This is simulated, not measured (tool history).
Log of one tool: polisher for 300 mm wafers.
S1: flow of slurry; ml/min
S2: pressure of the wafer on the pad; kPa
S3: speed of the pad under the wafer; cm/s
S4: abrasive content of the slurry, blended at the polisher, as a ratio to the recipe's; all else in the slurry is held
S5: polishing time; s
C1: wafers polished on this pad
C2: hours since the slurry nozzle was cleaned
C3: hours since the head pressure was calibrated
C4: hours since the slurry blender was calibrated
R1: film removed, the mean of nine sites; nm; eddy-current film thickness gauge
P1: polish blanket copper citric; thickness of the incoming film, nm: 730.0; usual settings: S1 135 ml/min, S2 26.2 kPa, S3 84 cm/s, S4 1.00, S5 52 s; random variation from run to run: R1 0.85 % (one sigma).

run     day   S1    S2   S3    S4  S5    C1     C2     C3     C4       R1
  1   0.488  135  26.2   84  1.00  52   602  345.7  353.4  277.4  100.120
  2   0.971  135  26.2   84  1.00  72   756  357.3  365.0  289.0  138.320
  3   1.521  135  40.7   84  1.00  52   932  370.5  378.2  302.2  155.300
  4   1.946  135  26.2   84  1.50  52  1067  380.7  388.4  312.4  109.640
  5   2.333   95  26.2  126  1.00  52  1190  390.0  397.7  321.7  136.790
  6   2.654  135  26.2   84  1.00  37  1292  397.7  405.4  329.4   70.605
  7   3.154  135  26.2   84  1.00  52  1452  409.7  417.4  341.4  101.590
  8   3.642  135  26.2  106  1.00  52  1607  421.4  429.1  353.1  125.350
  9   4.233  135  19.3   84  1.00  70  1795  435.6  443.3  367.3  101.020
 10   4.642  135  26.2   84  1.00  52  1925  445.4  453.1  377.1  100.910
 11   4.992  135  26.2   84  0.55  75  2037  453.8  461.5  385.5  128.240
 12   5.446  180  26.2   84  1.00  52  2182  464.7  472.4  396.4  105.340
 13   5.983   80  26.2   84  1.00  52  2353  477.6  485.3  409.3   87.122
 14   6.479  135  26.2   84  0.50  52  2511  489.5  497.2  421.2   87.180
 15   6.771  135  26.2   84  1.00  52  2603  496.5  504.2  428.2  100.310
 16   7.162  135  13.8   84  1.00  52  2728  505.9  513.6  437.6   54.073
 17   7.675  135  26.2   38  1.00  52  2891  518.2  525.9  449.9   45.968
 18   8.250  135  26.2   84  1.00  52  3075  532.0  539.7  463.7  100.650
 19   8.567  135  26.2   84  1.00  52  3175  539.6  547.3  471.3   99.677
 20   8.892  135  26.2   84  1.00  52  3279  547.4  555.1  479.1   98.729
 21   9.221  135  26.2   84  1.00  52  3384  555.3  563.0  487.0   97.051
 22   9.483  135  26.2   84  1.00  52  3467  561.6  569.3  493.3   95.385
 23   9.888  135  26.2   84  1.00  52  3596  571.3  579.0  503.0   94.444
 24  10.275  135  26.2   84  1.00  52  3719  580.6  588.3  512.3   94.015
     10.292  -- worn pad replaced by a new one
 25  10.696  135  26.2   84  1.00  52   129  590.7  598.4  522.4   92.596
     10.717  -- slurry blender recalibrated
 26  11.167  135  26.2   84  1.00  52   279  602.0  609.7   10.8   92.915
 27  11.733  135  26.2   84  1.00  52   460  615.6  623.3   24.4   92.297
 28  12.154  135  26.2   84  1.00  52   594  625.7  633.4   34.5   91.335
 29  12.512  135  26.2   84  1.00  52   708  634.3  642.0   43.1   92.748

What P1 gives has crept away from where it was. These 2 causes fit the log equally well, each at the size given:
A: head's pressure below its setpoint, % = 9.01
B: slurry flow missing at the pad, % = 33.2
The creep began at about day 8.892.
Why every other cause is out:
removal rate lost through wear of the pad, %: serviced at day 10.292, which brought nothing back
abrasive missing from the slurry, %: serviced at day 10.717, which brought nothing back

4 check runs are offered, each on 2 wafers whose results are averaged, their results left as question marks. Which one tells the causes apart?
check 1  12.871  135  26.2  48  1.35  52                   ?
check 2  12.871  135  26.2  44  1.45  52                   ?
check 3  12.871   85  37.2  84  1.00  52                   ?
check 4  12.871  135  26.2  84  0.55  38                   ?

What each check would give under each cause:
  check  result     if A     if B
check 1      R1   56.863   56.761
check 2      R1   53.166   53.052
check 3      R1  115.760  110.690
check 4      R1   59.101   59.089
How far apart the two closest causes lie, in the result that separates them most: check 1 0.18 %; check 2 0.21 %; check 3 4.47 %; check 4 0.02 %
Only check 3 tells the causes apart: in the others they would give nearly the same result.

Then check 3 was run and gave: R1 115.000 nm. Which cause is it?

It is A: head's pressure below its setpoint, %.
